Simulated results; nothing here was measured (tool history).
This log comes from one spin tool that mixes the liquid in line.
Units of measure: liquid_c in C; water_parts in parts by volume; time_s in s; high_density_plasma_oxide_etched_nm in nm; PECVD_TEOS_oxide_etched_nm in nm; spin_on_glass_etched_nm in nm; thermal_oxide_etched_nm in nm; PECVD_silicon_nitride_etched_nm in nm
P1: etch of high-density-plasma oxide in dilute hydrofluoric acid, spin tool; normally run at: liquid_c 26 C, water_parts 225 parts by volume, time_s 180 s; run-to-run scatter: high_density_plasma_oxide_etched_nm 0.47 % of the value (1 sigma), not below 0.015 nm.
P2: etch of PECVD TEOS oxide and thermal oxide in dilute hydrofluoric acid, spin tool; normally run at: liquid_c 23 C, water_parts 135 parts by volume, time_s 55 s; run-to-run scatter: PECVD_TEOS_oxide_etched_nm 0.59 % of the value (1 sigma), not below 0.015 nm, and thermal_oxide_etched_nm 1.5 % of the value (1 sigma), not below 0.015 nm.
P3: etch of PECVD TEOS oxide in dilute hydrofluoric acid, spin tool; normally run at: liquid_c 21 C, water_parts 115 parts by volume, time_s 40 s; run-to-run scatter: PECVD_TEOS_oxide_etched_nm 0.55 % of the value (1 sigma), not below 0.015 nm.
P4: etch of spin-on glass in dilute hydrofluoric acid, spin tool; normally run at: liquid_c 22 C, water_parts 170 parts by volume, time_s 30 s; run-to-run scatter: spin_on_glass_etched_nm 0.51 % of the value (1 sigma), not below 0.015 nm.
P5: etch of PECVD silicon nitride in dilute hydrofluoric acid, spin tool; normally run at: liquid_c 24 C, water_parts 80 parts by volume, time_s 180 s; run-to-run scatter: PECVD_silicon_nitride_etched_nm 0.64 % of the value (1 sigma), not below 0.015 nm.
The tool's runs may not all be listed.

run	hour	process	liquid_c	water_parts	time_s	hours since the thermometer was replaced	hours since the hydrofluoric acid flow meter was replaced	high_density_plasma_oxide_etched_nm	PECVD_TEOS_oxide_etched_nm	spin_on_glass_etched_nm	thermal_oxide_etched_nm	PECVD_silicon_nitride_etched_nm
1	19	P1	26	225	180	1198.2	641.1	5.3197				
2	34.6	P1	26	225	180	1213.8	656.7	5.2734				
3	52.2	P1	26	375	30	1231.4	674.3	0.4923				
4	66.8	P3	21	115	60	1246	688.9		9.598			
5	78.8	P4	22	170	15	1258	700.9			4.4127		
6	94.1	P1	26	385	180	1273.3	716.2	2.6533				
7	103	P2	23	135	15	1282.2	725.1		1.5816		0.50511	
8	113.6	P1	26	95	255	1292.8	735.7	20.637				
9	122.8	P1	34	225	180	1302	744.9	6.9118				
10	132.5	P5	24	80	15	1311.7	754.6					0.33606
11	151.2	P3	21	115	40	1330.4	773.3		6.4047			
12	166.5	P4	26	170	30	1345.7	788.6			10.394		
13	179.3	P1	34	315	180	1358.5	801.4	4.3846				
14	196.4	P1	26	225	180	1375.6	818.5	5.286				
15	205	P1	26	110	180	1384.2	827.1	12.317				
16	223.6	P4	22	65	30	1402.8	845.7			26.293		
17	232.1	P2	23	30	55	1411.3	854.2		29.724		9.2728	
18	243.7	P1	22	225	180	1422.9	865.8	4.561				
19	260.4	P4	22	170	30	1439.6	882.5			8.9571		
20	276.9	P4	22	170	30	1456.1	899			8.9389		
21	294.8	P1	26	225	180	1474	916.9	5.3487				
22	309.4	P2	27.5	135	55	1488.6	931.5		6.8786		2.2165	
23	325.7	P3	21	165	40	1504.9	947.8		4.2574			
24	339.5	P1	26	225	20	1518.7	961.6	0.55337				
25	348.3	P2	23	135	55	1527.5	970.4		5.8157		1.7898	
26	365.8	P1	26	225	275	1545	987.9	8.0742				
27	375.7	P5	24	80	180	1554.9	997.8					3.8233
28	385.9	P3	17	115	40	1565.1	1008		5.3982			
29	401.2	P5	17	80	180	1580.4	1023.3					2.3583
30	417	P5	24	40	180	1596.2	1039.1					7.4335
31	436	P1	26	225	180	1615.2	1058.1	5.3104				
32	446.6	P1	26	225	180	1625.8	1068.7	5.2598				
33	463.6	P5	24	80	180	1642.8	1085.7					3.8042
34	473.5	P1	26	225	180	1652.7	1095.6	5.3382				
35	485.5	P1	26	225	180	1664.7	1107.6	5.3527				
36	501.6	P1	26	225	180	1680.8	1123.7	5.4903				
37	510.5	P1	26	225	180	1689.7	1132.6	5.5133				
38	521.9	P1	26	225	180	1701.1	1144	5.5372				
39	540.3	P1	26	225	180	1719.5	1162.4	5.5767				
40	550.3	P1	26	225	180	1729.5	1172.4	5.612				
41	560.7	P1	26	225	180	1739.9	1182.8	5.5863				
42	575.3	P1	26	225	180	1754.5	1197.4	5.6199				

What P1 gives has crept off from where it sat before. The 2 causes that follow fit the log equally well, each at the size noted:
A: hydrofluoric acid flow above the setpoint (%) = 5.11
B: liquid hotter than its thermometer reads (K) = 1.76
The creep began at about hour 473.5.

4 check runs are offered, one wafer each, their results left as question marks. Which one tells the causes apart?
check 1	589.9	P2	23	135	55				?		?	
check 2	589.9	P4	22	170	30					?		
check 3	589.9	P3	21	115	40				?			
check 4	589.9	P5	24	80	180							?

If the cause were each of the candidates in turn, the checks would give the following:
check	result	if A	if B
check 1	PECVD_TEOS_oxide_etched_nm	6.1309	6.1971
check 1	thermal_oxide_etched_nm	1.9191	1.9398
check 2	spin_on_glass_etched_nm	9.4307	9.5113
check 3	PECVD_TEOS_oxide_etched_nm	6.7754	6.8726
check 4	PECVD_silicon_nitride_etched_nm	3.9879	4.2648
Gap, in per cent, between the two causes that each check separates least, read from the result that separates them most: check 1 1.08 %; check 2 0.85 %; check 3 1.42 %; check 4 6.71 %
The other checks would show nearly matching results whichever cause is true, so check 4 is the only one that separates the causes.

Then check 4 was run and gave: PECVD_silicon_nitride_etched_nm 3.9298 nm. Which cause is it?

Of the candidate causes, it is A: hydrofluoric acid flow above the setpoint (%).
